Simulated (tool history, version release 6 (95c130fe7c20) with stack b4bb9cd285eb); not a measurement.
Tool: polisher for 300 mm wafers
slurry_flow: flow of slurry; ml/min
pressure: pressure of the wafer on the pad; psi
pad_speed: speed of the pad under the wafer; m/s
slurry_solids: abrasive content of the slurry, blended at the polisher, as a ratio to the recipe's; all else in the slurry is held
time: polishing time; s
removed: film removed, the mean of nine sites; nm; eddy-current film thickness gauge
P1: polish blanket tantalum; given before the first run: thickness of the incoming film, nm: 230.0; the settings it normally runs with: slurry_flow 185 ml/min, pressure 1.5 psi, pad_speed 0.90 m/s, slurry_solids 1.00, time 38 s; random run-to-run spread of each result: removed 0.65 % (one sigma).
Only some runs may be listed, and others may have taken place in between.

| run | hour | slurry_flow | pressure | pad_speed | slurry_solids | time | removed |
|---|---|---|---|---|---|---|---|
| 1 | 8.3 | 185 | 1.5 | 0.90 | 1.00 | 38 | 45.218 |
| 2 | 24.7 | 185 | 1.5 | 0.56 | 1.00 | 38 | 27.828 |
| 3 | 35.5 | 185 | 1.1 | 0.90 | 1.00 | 38 | 32.803 |
| 4 | 47.7 | 185 | 1.5 | 0.90 | 0.50 | 38 | 35.394 |
| 5 | 59.3 | 185 | 1.5 | 0.90 | 1.00 | 38 | 45.314 |
| 6 | 67.4 | 185 | 1.5 | 0.90 | 1.00 | 55 | 65.738 |
| 7 | 84.7 | 110 | 1.5 | 0.90 | 1.00 | 38 | 41.123 |
| 8 | 101.9 | 185 | 1.5 | 0.90 | 1.00 | 17 | 20.151 |
| 9 | 117.6 | 185 | 1.5 | 0.90 | 1.00 | 38 | 45.306 |
| 10 | 135.8 | 185 | 1.5 | 0.90 | 1.00 | 38 | 46.121 |
| 11 | 147.4 | 185 | 1.5 | 0.58 | 0.70 | 38 | 26.107 |
| 12 | 156.0 | 185 | 1.5 | 1.38 | 1.00 | 38 | 69.892 |
| 13 | 164.5 | 185 | 1.5 | 0.90 | 1.00 | 38 | 45.372 |
| 14 | 173.9 | 185 | 1.5 | 0.90 | 1.00 | 38 | 45.084 |
| 15 | 182.6 | 295 | 1.5 | 0.90 | 1.00 | 38 | 47.900 |
| 16 | 199.0 | 185 | 1.5 | 0.90 | 1.30 | 38 | 48.745 |
| 17 | 215.6 | 270 | 1.5 | 0.90 | 1.35 | 38 | 50.520 |
| 18 | 224.9 | 185 | 1.5 | 0.90 | 1.00 | 38 | 45.867 |
| 19 | 238.4 | 185 | 2.2 | 0.90 | 1.00 | 38 | 65.852 |
| 20 | 251.6 | 185 | 1.5 | 0.90 | 1.00 | 38 | 45.337 |
| 21 | 260.0 | 185 | 1.5 | 0.90 | 1.00 | 38 | 43.559 |
| 22 | 268.2 | 185 | 1.5 | 0.90 | 1.00 | 38 | 43.223 |
| 23 | 279.1 | 185 | 1.5 | 0.90 | 1.00 | 38 | 41.979 |
|  | 289.2 | worn pad replaced by a new one |
| 24 | 289.8 | 185 | 1.5 | 0.90 | 1.00 | 38 | 41.639 |
|  | 292.0 | slurry nozzle cleaned |
| 25 | 302.9 | 185 | 1.5 | 0.90 | 1.00 | 38 | 41.250 |
| 26 | 317.1 | 185 | 1.5 | 0.90 | 1.00 | 38 | 40.476 |
| 27 | 325.5 | 185 | 1.5 | 0.90 | 1.00 | 38 | 41.310 |

The log shows P1 creeping away from where it was. Any of the 2 causes listed here, at the size stated for it, fits the log just as well as the others:
A: abrasive missing from the slurry, % = 26.2
B: head's pressure below its setpoint, % = 9.22
The process output started creeping at around hour 251.6.
Every other cause this tool's parts could produce, and why it does not fit the log:
removal rate lost through wear of the pad, %: maintenance at hour 289.2, after the shift began, did not return the process to its former output
slurry flow missing at the pad, %: maintenance at hour 292.0, after the shift began, did not return the process to its former output

4 check runs are offered, each on 5 wafers whose results are averaged, their results left as question marks. Which one tells the causes apart?
| check 1 | 333.9 | 185 | 1.5 | 1.20 | 0.70 | 38 | ? |
| check 2 | 333.9 | 185 | 1.2 | 0.90 | 1.00 | 55 | ? |
| check 3 | 333.9 | 110 | 1.5 | 0.90 | 1.00 | 38 | ? |
| check 4 | 333.9 | 185 | 1.5 | 1.12 | 1.00 | 51 | ? |

What every check run would give for each of its results, assuming each possible cause in turn:
| check | result | if A | if B |
|---|---|---|---|
| check 1 | removed | 47.658 | 48.849 |
| check 2 | removed | 47.622 | 47.616 |
| check 3 | removed | 37.362 | 37.358 |
| check 4 | removed | 68.691 | 68.683 |
Distance between the nearest two causes, measured in the result of the check that separates them most: check 1 2.47 %; check 2 0.01 %; check 3 0.01 %; check 4 0.01 %
Of the check runs offered, only check 1 discriminates between the causes; the rest would read about the same regardless of which cause applies.

Check 1 was then run and gave: removed 47.650 nm. Which cause is it?

The correct cause is A, namely: abrasive missing from the slurry, %.
